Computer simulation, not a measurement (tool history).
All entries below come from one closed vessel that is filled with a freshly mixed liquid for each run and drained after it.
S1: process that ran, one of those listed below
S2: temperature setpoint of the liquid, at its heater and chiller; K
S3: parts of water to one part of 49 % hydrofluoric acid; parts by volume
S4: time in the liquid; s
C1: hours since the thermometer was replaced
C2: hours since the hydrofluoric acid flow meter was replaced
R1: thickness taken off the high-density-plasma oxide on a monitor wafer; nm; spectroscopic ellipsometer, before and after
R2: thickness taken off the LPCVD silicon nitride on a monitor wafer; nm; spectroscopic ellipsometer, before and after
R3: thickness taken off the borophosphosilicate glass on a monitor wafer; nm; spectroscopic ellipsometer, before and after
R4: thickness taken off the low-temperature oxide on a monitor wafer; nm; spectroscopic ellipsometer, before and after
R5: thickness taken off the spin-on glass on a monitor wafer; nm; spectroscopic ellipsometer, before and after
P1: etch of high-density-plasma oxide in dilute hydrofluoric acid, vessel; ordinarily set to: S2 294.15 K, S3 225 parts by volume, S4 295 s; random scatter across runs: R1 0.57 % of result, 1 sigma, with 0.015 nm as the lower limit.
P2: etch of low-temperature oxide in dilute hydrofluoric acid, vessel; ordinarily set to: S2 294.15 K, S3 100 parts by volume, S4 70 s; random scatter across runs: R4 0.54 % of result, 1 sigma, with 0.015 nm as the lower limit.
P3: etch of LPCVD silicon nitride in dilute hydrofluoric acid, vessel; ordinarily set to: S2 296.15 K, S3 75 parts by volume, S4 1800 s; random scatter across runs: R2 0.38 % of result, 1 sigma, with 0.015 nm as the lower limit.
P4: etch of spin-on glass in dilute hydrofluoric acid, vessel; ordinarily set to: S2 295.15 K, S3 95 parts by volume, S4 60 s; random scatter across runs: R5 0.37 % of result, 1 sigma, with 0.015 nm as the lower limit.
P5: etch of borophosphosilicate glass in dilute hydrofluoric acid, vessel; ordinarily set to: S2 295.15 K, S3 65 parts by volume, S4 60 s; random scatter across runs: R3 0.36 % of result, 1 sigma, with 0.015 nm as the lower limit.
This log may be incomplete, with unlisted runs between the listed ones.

{"run": 1, "hour": 10.3, "S1": "P1", "S2": 294.15, "S3": 225, "S4": 295, "C1": 443.3, "C2": 507.4, "R1": 7.4222}
{"run": 2, "hour": 24.0, "S1": "P1", "S2": 294.15, "S3": 225, "S4": 295, "C1": 457, "C2": 521.1, "R1": 7.4481}
{"run": 3, "hour": 31.1, "S1": "P3", "S2": 296.15, "S3": 75, "S4": 1800, "C1": 464.1, "C2": 528.2, "R2": 11.079}
{"run": 4, "hour": 44.1, "S1": "P5", "S2": 295.15, "S3": 65, "S4": 60, "C1": 477.1, "C2": 541.2, "R3": 55.193}
{"run": 5, "hour": 53.6, "S1": "P1", "S2": 294.15, "S3": 225, "S4": 75, "C1": 486.6, "C2": 550.7, "R1": 1.8853}
{"run": 6, "hour": 66.6, "S1": "P5", "S2": 295.15, "S3": 110, "S4": 60, "C1": 499.6, "C2": 563.7, "R3": 31.123}
{"run": 7, "hour": 74.7, "S1": "P2", "S2": 294.15, "S3": 100, "S4": 70, "C1": 507.7, "C2": 571.8, "R4": 13.082}
{"run": 8, "hour": 87.2, "S1": "P5", "S2": 295.15, "S3": 65, "S4": 60, "C1": 520.2, "C2": 584.3, "R3": 54.987}
{"run": 9, "hour": 98.9, "S1": "P4", "S2": 295.15, "S3": 95, "S4": 60, "C1": 531.9, "C2": 596, "R5": 21.077}
{"run": 10, "hour": 106.8, "S1": "P3", "S2": 296.15, "S3": 75, "S4": 1800, "C1": 539.8, "C2": 603.9, "R2": 11.102}
{"run": 11, "hour": 119.5, "S1": "P5", "S2": 295.15, "S3": 65, "S4": 30, "C1": 552.5, "C2": 616.6, "R3": 27.627}
{"run": 12, "hour": 131.5, "S1": "P1", "S2": 290.15, "S3": 225, "S4": 295, "C1": 564.5, "C2": 628.6, "R1": 6.3919}
{"run": 13, "hour": 145.5, "S1": "P3", "S2": 296.15, "S3": 135, "S4": 1800, "C1": 578.5, "C2": 642.6, "R2": 6.2247}
{"run": 14, "hour": 151.9, "S1": "P4", "S2": 295.15, "S3": 180, "S4": 60, "C1": 584.9, "C2": 649, "R5": 10.151}
{"run": 15, "hour": 166.0, "S1": "P2", "S2": 294.15, "S3": 100, "S4": 135, "C1": 599, "C2": 663.1, "R4": 24.897}
{"run": 16, "hour": 173.2, "S1": "P1", "S2": 297.65, "S3": 225, "S4": 295, "C1": 606.2, "C2": 670.3, "R1": 8.3811}
{"run": 17, "hour": 180.6, "S1": "P1", "S2": 294.15, "S3": 350, "S4": 295, "C1": 613.6, "C2": 677.7, "R1": 4.2683}
{"run": 18, "hour": 192.2, "S1": "P1", "S2": 299.65, "S3": 315, "S4": 295, "C1": 625.2, "C2": 689.3, "R1": 5.9047}
{"run": 19, "hour": 206.7, "S1": "P4", "S2": 295.15, "S3": 95, "S4": 115, "C1": 639.7, "C2": 703.8, "R5": 40.377}
{"run": 20, "hour": 218.5, "S1": "P1", "S2": 298.65, "S3": 225, "S4": 565, "C1": 651.5, "C2": 715.6, "R1": 16.872}
{"run": 21, "hour": 233.0, "S1": "P1", "S2": 294.15, "S3": 225, "S4": 295, "C1": 666, "C2": 730.1, "R1": 7.3757}
{"run": 22, "hour": 245.6, "S1": "P3", "S2": 300.15, "S3": 75, "S4": 1800, "C1": 678.6, "C2": 742.7, "R2": 14.589}
{"run": 23, "hour": 252.9, "S1": "P1", "S2": 294.15, "S3": 125, "S4": 295, "C1": 685.9, "C2": 750, "R1": 14.752}
{"run": 24, "hour": 259.9, "S1": "P1", "S2": 290.15, "S3": 320, "S4": 295, "C1": 692.9, "C2": 757, "R1": 4.118}
{"run": 25, "hour": 272.1, "S1": "P3", "S2": 296.15, "S3": 75, "S4": 780, "C1": 705.1, "C2": 769.2, "R2": 4.7761}
{"run": 26, "hour": 283.4, "S1": "P4", "S2": 299.15, "S3": 95, "S4": 60, "C1": 716.4, "C2": 780.5, "R5": 24.599}
{"run": 27, "hour": 296.9, "S1": "P1", "S2": 294.15, "S3": 225, "S4": 455, "C1": 729.9, "C2": 794, "R1": 11.387}
{"run": 28, "hour": 308.6, "S1": "P5", "S2": 302.65, "S3": 65, "S4": 60, "C1": 741.6, "C2": 805.7, "R3": 74.097}
{"run": 29, "hour": 317.5, "S1": "P2", "S2": 290.15, "S3": 100, "S4": 70, "C1": 750.5, "C2": 814.6, "R4": 10.982}
{"run": 30, "hour": 328.4, "S1": "P2", "S2": 294.15, "S3": 100, "S4": 70, "C1": 761.4, "C2": 825.5, "R4": 13.124}
{"run": 31, "hour": 337.2, "S1": "P1", "S2": 294.15, "S3": 225, "S4": 295, "C1": 770.2, "C2": 834.3, "R1": 7.4155}

The next listed run, before its measurement:
{"run": 32, "hour": 347.4, "S1": "P2", "S2": 294.15, "S3": 40, "S4": 70, "C1": 780.4, "C2": 844.5, "R4": "?"}

R4: 35.007 nm
